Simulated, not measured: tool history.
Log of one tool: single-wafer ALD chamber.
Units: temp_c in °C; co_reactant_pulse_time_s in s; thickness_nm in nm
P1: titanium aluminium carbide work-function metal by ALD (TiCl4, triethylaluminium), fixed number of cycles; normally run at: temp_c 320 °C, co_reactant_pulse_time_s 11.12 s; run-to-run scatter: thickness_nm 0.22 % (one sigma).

run	hour	temp_c	co_reactant_pulse_time_s	hours since the last thermocouple change	hours since the last triethylaluminium bottle change	thickness_nm
1	12.0	320	11.12	1647.3	430.5	2.1664
2	17.6	344	16.66	1652.9	436.1	2.4335
3	25.6	340	11.12	1660.9	444.1	2.3460
4	38.4	320	11.12	1673.7	456.9	2.1753
5	46.6	296	11.12	1681.9	465.1	1.9653
6	56.5	300	16.59	1691.8	475.0	2.0344
7	65.0	320	6.79	1700.3	483.5	1.9951
8	76.9	320	14.51	1712.2	495.4	2.2062
9	89.0	320	11.12	1724.3	507.5	2.1712
10	97.5	320	11.12	1732.8	516.0	2.1728
11	106.0	320	11.12	1741.3	524.5	2.1699
12	113.8	320	11.12	1749.1	532.3	2.1623
13	122.4	320	11.12	1757.7	540.9	2.1466
14	131.8	320	11.12	1767.1	550.3	2.1416
15	138.7	320	11.12	1774.0	557.2	2.1279
16	146.3	320	11.12	1781.6	564.8	2.1339
17	154.2	320	11.12	1789.5	572.7	2.1265
18	162.9	320	11.12	1798.2	581.4	2.1336
19	172.1	320	11.12	1807.4	590.6	2.1273
20	180.4	320	11.12	1815.7	598.9	2.1126
21	189.6	320	11.12	1824.9	608.1	2.1241

What P1 gives has crept away from where it was. These 2 causes fit the log equally well, each at the size given:
A: wafer temperature below the value expected at the setpoint (K) = 5.43
B: triethylaluminium dose below that of a fresh bottle (%) = 18
The creep began at about hour 106.0.

4 check runs are offered, one wafer each, their results left as question marks. Which one tells the causes apart?
check 1	198.8	297	11.12			?
check 2	198.8	303	7.59			?
check 3	198.8	330	11.12			?
check 4	198.8	307	11.12			?

What each check would give under each cause:
check	result	if A	if B
check 1	thickness_nm	1.9246	1.9282
check 2	thickness_nm	1.8726	1.8264
check 3	thickness_nm	2.2128	2.2112
check 4	thickness_nm	2.0111	2.0132
How far apart the two closest causes lie, in the result that separates them most: check 1 0.19 %; check 2 2.5 %; check 3 0.07 %; check 4 0.1 %
Only check 2 tells the causes apart: in the others they would give nearly the same result.

Then check 2 was run and gave: thickness_nm 1.8333 nm. Which cause is it?

It is B: triethylaluminium dose below that of a fresh bottle (%).

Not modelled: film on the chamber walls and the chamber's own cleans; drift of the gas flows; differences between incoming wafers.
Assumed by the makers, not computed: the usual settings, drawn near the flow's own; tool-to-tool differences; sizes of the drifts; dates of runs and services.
